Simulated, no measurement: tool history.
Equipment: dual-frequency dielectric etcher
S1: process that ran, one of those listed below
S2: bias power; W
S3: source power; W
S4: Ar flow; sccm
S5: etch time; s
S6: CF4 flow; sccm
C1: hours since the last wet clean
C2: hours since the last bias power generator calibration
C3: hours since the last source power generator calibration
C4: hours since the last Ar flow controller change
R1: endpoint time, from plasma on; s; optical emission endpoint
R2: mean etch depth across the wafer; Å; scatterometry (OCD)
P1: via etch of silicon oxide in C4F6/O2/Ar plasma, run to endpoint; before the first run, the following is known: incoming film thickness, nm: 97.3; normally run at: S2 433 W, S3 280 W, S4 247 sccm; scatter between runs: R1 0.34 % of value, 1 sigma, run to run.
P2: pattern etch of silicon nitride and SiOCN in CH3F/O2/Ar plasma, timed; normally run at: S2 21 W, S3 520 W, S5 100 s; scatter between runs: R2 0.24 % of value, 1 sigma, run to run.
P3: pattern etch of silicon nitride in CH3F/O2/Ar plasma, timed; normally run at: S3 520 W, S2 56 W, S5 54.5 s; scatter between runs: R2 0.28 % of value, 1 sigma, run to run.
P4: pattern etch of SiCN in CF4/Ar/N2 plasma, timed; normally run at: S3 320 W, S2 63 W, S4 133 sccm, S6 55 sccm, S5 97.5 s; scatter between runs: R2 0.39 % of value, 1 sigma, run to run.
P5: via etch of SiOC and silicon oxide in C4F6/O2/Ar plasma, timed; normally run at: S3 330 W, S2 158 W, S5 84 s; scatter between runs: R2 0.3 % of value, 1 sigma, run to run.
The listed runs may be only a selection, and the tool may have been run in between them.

run	hour	S1	S2	S3	S4	S5	S6	C1	C2	C3	C4	R1	R2
1	3.4	P1	433	280	247			220.7	2236.5	2289.7	1178.8	25.24	
2	10	P1	433	280	247			227.3	2243.1	2296.3	1185.4	24.962	
3	15.4	P5	158	330		84		232.7	2248.5	2301.7	1190.8		850.59
4	19.3	P4	63	320	133	97.5	66	236.6	2252.4	2305.6	1194.7		544.05
5	22.5	P4	63	320	133	97.5	55	239.8	2255.6	2308.8	1197.9		530.33
6	27.9	P4	77	320	133	97.5	55	245.2	2261	2314.2	1203.3		574.27
7	34.3	P3	56	710		54.5		251.6	2267.4	2320.6	1209.7		431.19
8	40.4	P1	273	280	300			257.7	2273.5	2326.7	1215.8	30.079	
9	45.1	P5	158	330		123		262.4	2278.2	2331.4	1220.5		1243.8
10	49.3	P1	358	330	247			266.6	2282.4	2335.6	1224.7	25.421	
11	55.3	P3	56	520		54.5		272.6	2288.4	2341.6	1230.7		381.42
12	59.7	P2	21	520		100		277	2292.8	2346	1235.1		144.93
13	63.2	P4	63	320	171	97.5	55	280.5	2296.3	2349.5	1238.6		507.1
14	66.4	P2	21	520		124.5		283.7	2299.5	2352.7	1241.8		181.13
15	70.7	P1	433	280	247			288	2303.8	2357	1246.1	25.059	
16	77.1	P1	433	280	145			294.4	2310.2	2363.4	1252.5	23.574	
17	82.3	P1	433	280	305			299.6	2315.4	2368.6	1257.7	25.489	
18	85.4	P2	21	700		100		302.7	2318.5	2371.7	1260.8		161.15
19	90	P1	433	340	247			307.3	2323.1	2376.3	1265.4	23.211	
20	93.1	P5	158	330		84		310.4	2326.2	2379.4	1268.5		851.03
21	97.9	P4	63	420	133	97.5	55	315.2	2331	2384.2	1273.3		668.63
22	101.4	P1	554	280	247			318.7	2334.5	2387.7	1276.8	22.786	
23	108.4	P3	56	520		75.5		325.7	2341.5	2394.7	1283.8		529.01
24	111.6	P1	433	170	247			328.9	2344.7	2397.9	1287	30.042	
25	117.2	P5	205	330		84		334.5	2350.3	2403.5	1292.6		924.65
26	122.1	P1	433	280	247			339.4	2355.2	2408.4	1297.5	24.909	
27	127.6	P3	78	520		54.5		344.9	2360.7	2413.9	1303		427.09
28	131.6	P4	63	320	133	130.5	55	348.9	2364.7	2417.9	1307		709.07
29	136.1	P2	25	520		100		353.4	2369.2	2422.4	1311.5		156.93
30	140	P5	158	260		84		357.3	2373.1	2426.3	1315.4		772.8
31	144.8	P1	540	280	170			362.1	2377.9	2431.1	1320.2	22.056	
# hour 147.6: bias power generator calibrated
32	148.1	P2	21	520		100		365.4	0.6	2434.4	1323.5		145.44
33	152.7	P1	268	280	247			370	5.2	2439	1328.1	29.784	
34	157.5	P3	56	520		54.5		374.8	10	2443.8	1332.9		382.19
35	163.2	P1	433	280	247			380.5	15.7	2449.5	1338.6	24.96	
36	167.7	P1	433	280	247			385	20.2	2454	1343.1	24.86	
37	170.8	P1	433	280	247			388.1	23.3	2457.1	1346.2	25.087	
38	174.9	P1	433	280	247			392.2	27.4	2461.2	1350.3	24.917	
39	180.7	P1	433	280	247			398	33.2	2467	1356.1	24.778	
40	187.4	P1	433	280	247			404.7	39.9	2473.7	1362.8	24.708	
# hour 192.1: wet clean of the chamber
# hour 192.1: Ar flow controller replaced
41	193.2	P1	433	280	247			1.1	45.7	2479.5	1.2	24.691	
42	196.3	P1	433	280	247			4.2	48.8	2482.6	4.3	24.604	
43	203	P1	433	280	247			10.9	55.5	2489.3	11	24.615	
44	206.5	P1	433	280	247			14.4	59	2492.8	14.5	24.666	
45	213.6	P1	433	280	247			21.5	66.1	2499.9	21.6	24.604	

P1 no longer gives what it gave before; its output has crept away from where it was. The following 2 causes, each at its listed size, fit the log equally well:
A: bias power that arrives over what is set, % = 4.58
B: source power that arrives over what is set, % = 4.64
Creep in the process output first set in at about hour 170.8.
Each remaining cause and why it is not a fit:
chamber walls in a state that raises the etch rate, %: was serviced at hour 192.1, once the creep was under way, yet the earlier output never came back
Ar flow that arrives under what is set, %: was serviced at hour 192.1, once the creep was under way, yet the earlier output never came back

Which of the check runs below tells the causes apart, meaning the causes would give it clearly different results? Each run uses 2 wafers whose results are averaged, and each result is shown as a question mark.
check 1	220.7	P2	21	520		100							?
check 2	220.7	P3	56	520		54.5							?
check 3	220.7	P5	158	330		84							?
check 4	220.7	P4	63	320	133	97.5	55						?

Predicted outcomes, by check and by cause:
check	result	if A	if B
check 1	R2	148.19	147.68
check 2	R2	387.02	388.36
check 3	R2	861.93	864.82
check 4	R2	540.39	552.67
Separation of the two closest causes in each check, using whichever result separates them best: check 1 0.35 %; check 2 0.35 %; check 3 0.34 %; check 4 2.25 %
Check 4 is the one run that separates the causes; every other check would come out nearly the same whichever cause is at work.

After running check 4, the following was obtained: R2 555.21 Å. Which cause does this point to?

B is the cause: source power that arrives over what is set, %.

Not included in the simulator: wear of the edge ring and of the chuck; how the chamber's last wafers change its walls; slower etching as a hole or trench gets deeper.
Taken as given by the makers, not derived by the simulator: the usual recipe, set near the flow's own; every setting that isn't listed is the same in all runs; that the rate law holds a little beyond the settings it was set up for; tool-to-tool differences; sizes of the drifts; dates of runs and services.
